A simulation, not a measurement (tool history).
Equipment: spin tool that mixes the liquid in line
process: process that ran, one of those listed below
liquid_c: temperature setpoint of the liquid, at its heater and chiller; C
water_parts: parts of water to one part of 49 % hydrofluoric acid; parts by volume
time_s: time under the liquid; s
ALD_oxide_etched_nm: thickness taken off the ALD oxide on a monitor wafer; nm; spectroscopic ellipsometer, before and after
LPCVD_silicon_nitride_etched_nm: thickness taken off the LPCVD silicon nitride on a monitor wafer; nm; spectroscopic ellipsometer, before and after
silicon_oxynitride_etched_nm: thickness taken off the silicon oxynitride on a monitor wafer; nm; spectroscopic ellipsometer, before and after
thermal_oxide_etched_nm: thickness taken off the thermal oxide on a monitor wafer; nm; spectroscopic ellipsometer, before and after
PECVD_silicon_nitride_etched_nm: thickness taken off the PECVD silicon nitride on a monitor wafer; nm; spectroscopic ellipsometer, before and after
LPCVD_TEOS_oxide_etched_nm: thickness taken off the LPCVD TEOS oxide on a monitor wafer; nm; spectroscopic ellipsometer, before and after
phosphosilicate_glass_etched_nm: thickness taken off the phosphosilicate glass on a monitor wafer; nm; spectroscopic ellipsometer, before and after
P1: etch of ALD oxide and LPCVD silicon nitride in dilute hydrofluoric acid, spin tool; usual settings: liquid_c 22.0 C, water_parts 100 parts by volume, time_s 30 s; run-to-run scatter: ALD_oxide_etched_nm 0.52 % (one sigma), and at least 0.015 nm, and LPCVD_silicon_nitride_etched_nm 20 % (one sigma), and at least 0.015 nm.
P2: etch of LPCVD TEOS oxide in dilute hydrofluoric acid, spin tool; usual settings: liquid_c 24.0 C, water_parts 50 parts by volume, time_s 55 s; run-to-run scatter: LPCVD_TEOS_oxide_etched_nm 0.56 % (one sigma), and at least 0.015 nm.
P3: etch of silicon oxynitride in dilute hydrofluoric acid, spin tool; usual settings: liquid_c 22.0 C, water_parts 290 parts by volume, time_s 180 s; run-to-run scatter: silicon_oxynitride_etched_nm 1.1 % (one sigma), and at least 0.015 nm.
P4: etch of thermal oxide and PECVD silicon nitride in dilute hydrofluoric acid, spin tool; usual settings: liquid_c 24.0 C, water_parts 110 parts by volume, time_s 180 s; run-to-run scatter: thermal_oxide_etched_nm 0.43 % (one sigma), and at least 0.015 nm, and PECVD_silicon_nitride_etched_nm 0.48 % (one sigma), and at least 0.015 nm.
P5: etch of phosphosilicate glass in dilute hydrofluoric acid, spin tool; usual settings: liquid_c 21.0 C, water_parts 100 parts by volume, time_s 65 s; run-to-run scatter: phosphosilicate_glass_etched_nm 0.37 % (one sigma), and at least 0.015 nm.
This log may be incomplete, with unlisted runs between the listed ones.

run,hour,process,liquid_c,water_parts,time_s,hours since the thermometer was replaced,hours since the hydrofluoric acid flow meter was replaced,ALD_oxide_etched_nm,LPCVD_silicon_nitride_etched_nm,silicon_oxynitride_etched_nm,thermal_oxide_etched_nm,PECVD_silicon_nitride_etched_nm,LPCVD_TEOS_oxide_etched_nm,phosphosilicate_glass_etched_nm
1,11.6,P1,22.0,100,30,1221.8,965.3,7.3109,0.099113,,,,,
2,18.1,P1,22.0,175,30,1228.3,971.8,3.8483,0.059635,,,,,
3,26.5,P1,18.0,100,30,1236.7,980.2,6.2719,0.112540,,,,,
4,31.9,P3,22.0,290,180,1242.1,985.6,,,2.27100,,,,
5,44.0,P4,24.0,110,180,1254.2,997.7,,,,7.4670,9.56510,,
6,51.3,P3,22.0,400,180,1261.5,1005.0,,,1.54180,,,,
7,62.1,P1,22.0,100,55,1272.3,1015.8,13.3450,0.209580,,,,,
8,68.6,P1,22.0,60,30,1278.8,1022.3,12.8180,0.231140,,,,,
9,73.9,P2,24.0,50,15,1284.1,1027.6,,,,,,7.9275,
10,82.5,P3,25.5,290,180,1292.7,1036.2,,,2.59580,,,,
11,92.2,P1,26.5,100,15,1302.4,1045.9,4.3891,0.081444,,,,,
12,98.9,P2,24.0,50,55,1309.1,1052.6,,,,,,29.3280,
13,107.0,P1,25.5,100,30,1317.2,1060.7,8.4062,0.188370,,,,,
14,118.6,P5,21.0,100,110,1328.8,1072.3,,,,,,,104.350
15,126.5,P1,22.0,100,30,1336.7,1080.2,7.3232,0.145010,,,,,
16,137.3,P3,22.0,290,25,1347.5,1091.0,,,0.33782,,,,
17,148.5,P2,24.0,50,55,1358.7,1102.2,,,,,,29.3690,
18,159.2,P4,24.0,110,15,1369.4,1112.9,,,,0.6540,0.79412,,
19,165.8,P1,22.0,100,30,1376.0,1119.5,7.2395,0.104430,,,,,
20,171.5,P5,21.0,150,65,1381.7,1125.2,,,,,,,38.871
21,181.5,P5,21.0,100,65,1391.7,1135.2,,,,,,,61.254
22,191.8,P5,27.5,100,65,1402.0,1145.5,,,,,,,79.811
23,203.8,P4,24.0,190,180,1414.0,1157.5,,,,3.9431,5.58310,,
24,212.2,P1,22.0,100,30,1422.4,1165.9,7.3146,0.161880,,,,,
25,221.7,P2,32.0,50,55,1431.9,1175.4,,,,,,40.1210,
26,233.4,P2,24.0,20,55,1443.6,1187.1,,,,,,75.8540,
27,244.2,P4,18.0,110,180,1454.4,1197.9,,,,5.8575,6.36750,,
28,250.9,P1,22.0,100,15,1461.1,1204.6,3.6586,0.062142,,,,,
29,258.8,P1,22.0,100,30,1469.0,1212.5,7.2926,0.109420,,,,,
30,270.0,P1,22.0,100,30,1480.2,1223.7,7.0705,0.063784,,,,,
31,278.6,P1,22.0,100,30,1488.8,1232.3,6.9474,0.109430,,,,,
32,287.2,P1,22.0,100,30,1497.4,1240.9,6.8512,0.111280,,,,,
33,295.5,P1,22.0,100,30,1505.7,1249.2,6.8255,0.160830,,,,,
34,304.2,P1,22.0,100,30,1514.4,1257.9,6.7878,0.170230,,,,,
35,311.6,P1,22.0,100,30,1521.8,1265.3,6.7306,0.138350,,,,,
36,323.1,P1,22.0,100,30,1533.3,1276.8,6.7172,0.164300,,,,,
37,333.1,P1,22.0,100,30,1543.3,1286.8,6.6838,0.102390,,,,,
38,342.4,P1,22.0,100,30,1552.6,1296.1,6.7951,0.136760,,,,,

Something has made what P1 gives creep away from where it was; the 2 causes below, each at its own stated size, fit the log equally well:
A: liquid colder than its thermometer reads (K) = 2.1
B: hydrofluoric acid flow below the setpoint (%) = 7.34
The drift started at roughly hour 258.8.

Below are 4 check runs, each on a single wafer, with their results shown as question marks. Which of them would tell the listed causes apart, meaning the causes would give clearly different results under it?
check 1,351.7,P4,24.0,110,180,,,,,,?,?,,
check 2,351.7,P2,24.0,50,55,,,,,,,,?,
check 3,351.7,P5,21.0,100,65,,,,,,,,,?
check 4,351.7,P3,22.0,290,180,,,,,?,,,,

If the cause were each of the candidates in turn, the checks would give the following:
check,result,if A,if B
check 1,thermal_oxide_etched_nm,6.8800,6.8576
check 1,PECVD_silicon_nitride_etched_nm,8.35470,8.90420
check 2,LPCVD_TEOS_oxide_etched_nm,26.9160,27.0700
check 3,phosphosilicate_glass_etched_nm,56.458,56.518
check 4,silicon_oxynitride_etched_nm,2.06740,2.07070
Separation of the two closest causes in each check, using whichever result separates them best: check 1 6.37 %; check 2 0.57 %; check 3 0.11 %; check 4 0.16 %
Check 1 is the one run that separates the causes; every other check would come out nearly the same whichever cause is at work.

Check 1 was then run and gave: thermal_oxide_etched_nm 6.8744 nm; PECVD_silicon_nitride_etched_nm 8.81080 nm. Which cause is it?

B is the cause: hydrofluoric acid flow below the setpoint (%).
